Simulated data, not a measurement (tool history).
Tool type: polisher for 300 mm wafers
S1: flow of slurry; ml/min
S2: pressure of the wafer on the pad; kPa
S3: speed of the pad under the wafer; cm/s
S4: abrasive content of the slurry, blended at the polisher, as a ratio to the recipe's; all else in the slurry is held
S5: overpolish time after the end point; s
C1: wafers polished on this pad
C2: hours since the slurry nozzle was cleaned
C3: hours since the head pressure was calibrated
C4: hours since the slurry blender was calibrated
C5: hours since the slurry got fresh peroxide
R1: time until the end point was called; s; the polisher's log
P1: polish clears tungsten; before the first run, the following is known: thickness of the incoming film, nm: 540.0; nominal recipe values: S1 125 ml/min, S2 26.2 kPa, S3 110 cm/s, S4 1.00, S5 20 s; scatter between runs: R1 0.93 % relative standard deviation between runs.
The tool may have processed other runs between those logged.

run,hour,S1,S2,S3,S4,S5,C1,C2,C3,C4,C5,R1
1,8.1,125,26.2,110,1.00,20,753,84.8,181.4,126.9,35.5,117.170
2,16.8,125,26.2,110,1.00,20,807,93.5,190.1,135.6,44.2,117.810
3,27.7,125,26.2,110,1.00,8,874,104.4,201.0,146.5,55.1,116.850
4,35.5,125,26.2,110,1.00,20,922,112.2,208.8,154.3,62.9,116.270
5,52.5,75,26.2,110,1.00,20,1026,129.2,225.8,171.3,79.9,133.850
6,65.1,125,40.7,110,1.00,20,1103,141.8,238.4,183.9,92.5,76.735
7,82.2,125,26.2,142,1.00,20,1208,158.9,255.5,201.0,109.6,89.583
# hour 92.0: slurry nozzle cleaned
8,95.1,170,26.2,110,1.00,20,1287,3.1,268.4,213.9,122.5,112.230
# hour 100.6: slurry tank refilled with fresh slurry and peroxide
9,105.9,125,26.2,110,0.55,20,1354,13.9,279.2,224.7,5.3,134.710
10,118.3,125,26.2,110,1.00,20,1430,26.3,291.6,237.1,17.7,116.440
11,132.1,125,11.7,110,1.00,20,1514,40.1,305.4,250.9,31.5,261.010
12,140.6,125,26.2,110,1.00,39,1567,48.6,313.9,259.4,40.0,116.960
13,152.3,125,38.6,134,1.00,20,1638,60.3,325.6,271.1,51.7,65.389
14,165.3,125,26.2,110,1.25,20,1718,73.3,338.6,284.1,64.7,110.240
15,177.0,125,26.2,50,1.00,20,1790,85.0,350.3,295.8,76.4,254.820
16,193.1,125,26.2,110,1.00,20,1889,101.1,366.4,311.9,92.5,118.500
17,207.0,125,26.2,110,1.00,20,1974,115.0,380.3,325.8,106.4,119.710
18,218.0,125,26.2,110,1.00,20,2042,126.0,391.3,336.8,117.4,121.070
19,232.3,125,26.2,110,1.00,20,2129,140.3,405.6,351.1,131.7,123.010
20,248.4,125,26.2,110,1.00,20,2228,156.4,421.7,367.2,147.8,124.940
# hour 259.3: slurry tank refilled with fresh slurry and peroxide
21,263.9,125,26.2,110,1.00,20,2323,171.9,437.2,382.7,4.7,125.000
# hour 269.1: slurry blender recalibrated
22,275.9,125,26.2,110,1.00,20,2397,183.9,449.2,6.8,16.7,126.450
23,284.7,125,26.2,110,1.00,20,2451,192.7,458.0,15.6,25.5,127.400
# hour 295.0: head pressure recalibrated
24,300.8,125,26.2,110,1.00,20,2550,208.8,5.9,31.7,41.6,128.350

Run 25, settings as shown, results not yet in. Your forecast:
25,314.2,125,26.2,110,1.00,20,2632,222.2,19.3,45.1,55.0,?

R1: 125.060 s
